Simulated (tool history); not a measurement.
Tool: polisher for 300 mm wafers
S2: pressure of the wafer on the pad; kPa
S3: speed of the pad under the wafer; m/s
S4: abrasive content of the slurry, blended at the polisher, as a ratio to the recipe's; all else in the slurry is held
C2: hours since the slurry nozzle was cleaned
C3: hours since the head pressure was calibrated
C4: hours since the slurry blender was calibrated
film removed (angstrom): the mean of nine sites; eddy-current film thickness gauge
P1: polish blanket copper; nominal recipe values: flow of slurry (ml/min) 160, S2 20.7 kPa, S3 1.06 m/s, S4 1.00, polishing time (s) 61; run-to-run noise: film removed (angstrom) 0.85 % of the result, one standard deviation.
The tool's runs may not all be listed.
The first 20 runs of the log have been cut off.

{"run": 21, "hour": 74.4, "flow of slurry (ml/min)": 160, "S2": 20.7, "S3": 1.06, "S4": 1.0, "polishing time (s)": 61, "wafers polished on this pad": 329, "C2": 111.9, "C3": 452.5, "C4": 67.3, "film removed (angstrom)": 2015.8}
{"run": 22, "hour": 77.2, "flow of slurry (ml/min)": 160, "S2": 20.7, "S3": 1.06, "S4": 1.0, "polishing time (s)": 61, "wafers polished on this pad": 362, "C2": 114.7, "C3": 455.3, "C4": 70.1, "film removed (angstrom)": 1955.6}
{"run": 23, "hour": 80.6, "flow of slurry (ml/min)": 160, "S2": 20.7, "S3": 1.06, "S4": 1.0, "polishing time (s)": 61, "wafers polished on this pad": 402, "C2": 118.1, "C3": 458.7, "C4": 73.5, "film removed (angstrom)": 1907.5}
{"run": 24, "hour": 84.8, "flow of slurry (ml/min)": 160, "S2": 20.7, "S3": 1.06, "S4": 1.0, "polishing time (s)": 61, "wafers polished on this pad": 452, "C2": 122.3, "C3": 462.9, "C4": 77.7, "film removed (angstrom)": 1902.4}
{"run": 25, "hour": 89.0, "flow of slurry (ml/min)": 160, "S2": 20.7, "S3": 1.06, "S4": 1.0, "polishing time (s)": 61, "wafers polished on this pad": 501, "C2": 126.5, "C3": 467.1, "C4": 81.9, "film removed (angstrom)": 1924.6}
{"hour": 91.7, "done": "worn pad replaced by a new one"}
{"run": 26, "hour": 92.8, "flow of slurry (ml/min)": 160, "S2": 20.7, "S3": 1.06, "S4": 1.0, "polishing time (s)": 61, "wafers polished on this pad": 13, "C2": 130.3, "C3": 470.9, "C4": 85.7, "film removed (angstrom)": 1868.6}
{"hour": 94.9, "done": "slurry blender recalibrated"}
{"run": 27, "hour": 95.2, "flow of slurry (ml/min)": 160, "S2": 20.7, "S3": 1.06, "S4": 1.0, "polishing time (s)": 61, "wafers polished on this pad": 41, "C2": 132.7, "C3": 473.3, "C4": 0.3, "film removed (angstrom)": 1845.5}
{"run": 28, "hour": 98.3, "flow of slurry (ml/min)": 160, "S2": 20.7, "S3": 1.06, "S4": 1.0, "polishing time (s)": 61, "wafers polished on this pad": 78, "C2": 135.8, "C3": 476.4, "C4": 3.4, "film removed (angstrom)": 1876.5}
{"run": 29, "hour": 100.4, "flow of slurry (ml/min)": 160, "S2": 20.7, "S3": 1.06, "S4": 1.0, "polishing time (s)": 61, "wafers polished on this pad": 102, "C2": 137.9, "C3": 478.5, "C4": 5.5, "film removed (angstrom)": 1833.5}

What does the tool deliver on the next run?
{"run": 30, "hour": 104.1, "flow of slurry (ml/min)": 160, "S2": 20.7, "S3": 1.06, "S4": 1.0, "polishing time (s)": 61, "wafers polished on this pad": 146, "C2": 141.6, "C3": 482.2, "C4": 9.2, "film removed (angstrom)": "?"}

film removed (angstrom): 1881.3
